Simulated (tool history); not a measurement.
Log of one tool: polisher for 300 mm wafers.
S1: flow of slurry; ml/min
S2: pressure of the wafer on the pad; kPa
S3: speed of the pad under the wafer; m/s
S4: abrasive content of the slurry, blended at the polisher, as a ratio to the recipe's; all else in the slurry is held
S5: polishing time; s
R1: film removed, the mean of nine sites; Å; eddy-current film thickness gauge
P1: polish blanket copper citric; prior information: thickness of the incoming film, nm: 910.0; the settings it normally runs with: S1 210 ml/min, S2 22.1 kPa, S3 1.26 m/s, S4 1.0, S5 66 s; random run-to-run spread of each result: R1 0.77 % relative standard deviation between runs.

run   hour   S1    S2    S3   S4  S5      R1
  1    9.1  210  22.1  1.26  1.0  66  2122.6
  2   20.0  210  22.1  1.26  1.0  66  2120.4
  3   31.0  210  22.1  0.68  1.0  66  1153.5
  4   43.4  210  14.5  1.26  1.0  66  1393.0
  5   56.0  210  22.1  1.26  0.5  66  1827.6
  6   70.8  210  34.5  1.26  1.0  66  3263.7
  7   86.4  280  22.1  1.26  1.0  66  2183.3
      89.5  -- worn pad replaced by a new one
  8   97.6  210  22.1  0.78  1.0  81  1629.1
  9  109.1  210  22.1  1.26  1.3  66  2253.2
 10  119.1  210  22.1  1.90  1.0  66  3103.3
 11  129.4  210  22.1  1.26  1.0  66  2128.6
 12  139.6  125  22.1  1.26  1.0  66  1947.2
 13  153.8  210  22.1  1.26  1.0  30   965.9
     166.9  -- slurry nozzle cleaned
 14  169.7  210  22.1  1.26  1.0  66  2128.6
 15  185.6  210  22.1  1.26  1.0  66  2106.9
 16  200.0  155  22.1  1.26  1.0  94  2877.0
 17  218.1  210  22.1  1.26  1.0  92  2906.0

Run 18 comes next. What will it give?
 18  231.1  210  22.1  1.26  1.0  66   ?

{"run 18": {"R1": 2102.9}}

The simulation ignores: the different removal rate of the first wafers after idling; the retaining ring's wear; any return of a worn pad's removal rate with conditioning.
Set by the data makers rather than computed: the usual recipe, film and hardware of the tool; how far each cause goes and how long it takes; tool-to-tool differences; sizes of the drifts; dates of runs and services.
